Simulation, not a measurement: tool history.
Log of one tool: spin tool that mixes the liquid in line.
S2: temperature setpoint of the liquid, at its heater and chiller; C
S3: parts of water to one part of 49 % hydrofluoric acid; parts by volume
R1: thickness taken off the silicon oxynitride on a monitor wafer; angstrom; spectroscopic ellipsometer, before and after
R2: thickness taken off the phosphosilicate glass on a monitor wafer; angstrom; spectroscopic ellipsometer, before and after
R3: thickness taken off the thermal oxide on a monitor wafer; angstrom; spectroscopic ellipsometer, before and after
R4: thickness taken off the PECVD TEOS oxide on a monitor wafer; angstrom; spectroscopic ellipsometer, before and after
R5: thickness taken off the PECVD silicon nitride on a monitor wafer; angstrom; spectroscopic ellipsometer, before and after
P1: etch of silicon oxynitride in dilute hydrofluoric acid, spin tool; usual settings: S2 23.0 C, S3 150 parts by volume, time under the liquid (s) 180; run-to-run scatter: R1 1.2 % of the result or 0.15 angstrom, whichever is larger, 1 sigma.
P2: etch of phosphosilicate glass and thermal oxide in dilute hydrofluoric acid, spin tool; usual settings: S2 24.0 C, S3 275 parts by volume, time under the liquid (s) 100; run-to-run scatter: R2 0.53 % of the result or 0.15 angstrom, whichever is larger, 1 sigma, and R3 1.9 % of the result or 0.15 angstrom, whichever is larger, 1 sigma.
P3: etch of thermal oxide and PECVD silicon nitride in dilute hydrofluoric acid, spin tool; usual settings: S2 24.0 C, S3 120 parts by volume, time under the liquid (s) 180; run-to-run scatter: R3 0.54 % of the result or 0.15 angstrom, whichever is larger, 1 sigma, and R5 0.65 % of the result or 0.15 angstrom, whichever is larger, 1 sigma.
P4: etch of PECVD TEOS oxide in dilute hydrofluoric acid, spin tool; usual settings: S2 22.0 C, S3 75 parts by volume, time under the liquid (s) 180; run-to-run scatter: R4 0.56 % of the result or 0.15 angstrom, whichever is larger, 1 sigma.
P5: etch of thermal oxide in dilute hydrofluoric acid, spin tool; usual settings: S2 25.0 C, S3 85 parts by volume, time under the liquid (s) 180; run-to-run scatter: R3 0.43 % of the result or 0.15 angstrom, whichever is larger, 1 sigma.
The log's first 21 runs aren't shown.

run 22 hour=106.7 | process_that_ran=P1 S2=23.0 S3=150 time_under_the_liquid_(s)=180 | R1=23.565
run 23 hour=111.4 | process_that_ran=P1 S2=23.0 S3=30 time_under_the_liquid_(s)=180 | R1=131.180
run 24 hour=115.8 | process_that_ran=P4 S2=22.0 S3=135 time_under_the_liquid_(s)=180 | R4=136.810
run 25 hour=122.3 | process_that_ran=P1 S2=23.0 S3=245 time_under_the_liquid_(s)=340 | R1=25.137
run 26 hour=127.3 | process_that_ran=P1 S2=28.5 S3=250 time_under_the_liquid_(s)=180 | R1=16.379
run 27 hour=133.6 | process_that_ran=P2 S2=24.0 S3=275 time_under_the_liquid_(s)=15 | R2=34.344 R3=2.0201
run 28 hour=137.5 | process_that_ran=P3 S2=17.0 S3=120 time_under_the_liquid_(s)=180 | R3=54.6140 R5=25.985
run 29 hour=141.3 | process_that_ran=P3 S2=24.0 S3=120 time_under_the_liquid_(s)=95 | R3=38.0060 R5=22.045
run 30 hour=145.4 | process_that_ran=P3 S2=24.0 S3=75 time_under_the_liquid_(s)=180 | R3=121.5000 R5=64.903
run 31 hour=152.0 | process_that_ran=P2 S2=30.5 S3=275 time_under_the_liquid_(s)=100 | R2=284.840 R3=17.1510
run 32 hour=156.0 | process_that_ran=P1 S2=23.0 S3=150 time_under_the_liquid_(s)=180 | R1=23.776
run 33 hour=161.0 | process_that_ran=P1 S2=23.0 S3=150 time_under_the_liquid_(s)=180 | R1=24.299
run 34 hour=165.5 | process_that_ran=P1 S2=23.0 S3=150 time_under_the_liquid_(s)=180 | R1=24.778
run 35 hour=169.5 | process_that_ran=P1 S2=23.0 S3=150 time_under_the_liquid_(s)=180 | R1=24.500
run 36 hour=173.6 | process_that_ran=P1 S2=23.0 S3=150 time_under_the_liquid_(s)=180 | R1=24.217

Run 37 comes next. What will it give?
run 37 hour=178.8 | process_that_ran=P1 S2=23.0 S3=150 time_under_the_liquid_(s)=180 | R1=?

Run 37 gave R1 24.683 angstrom.
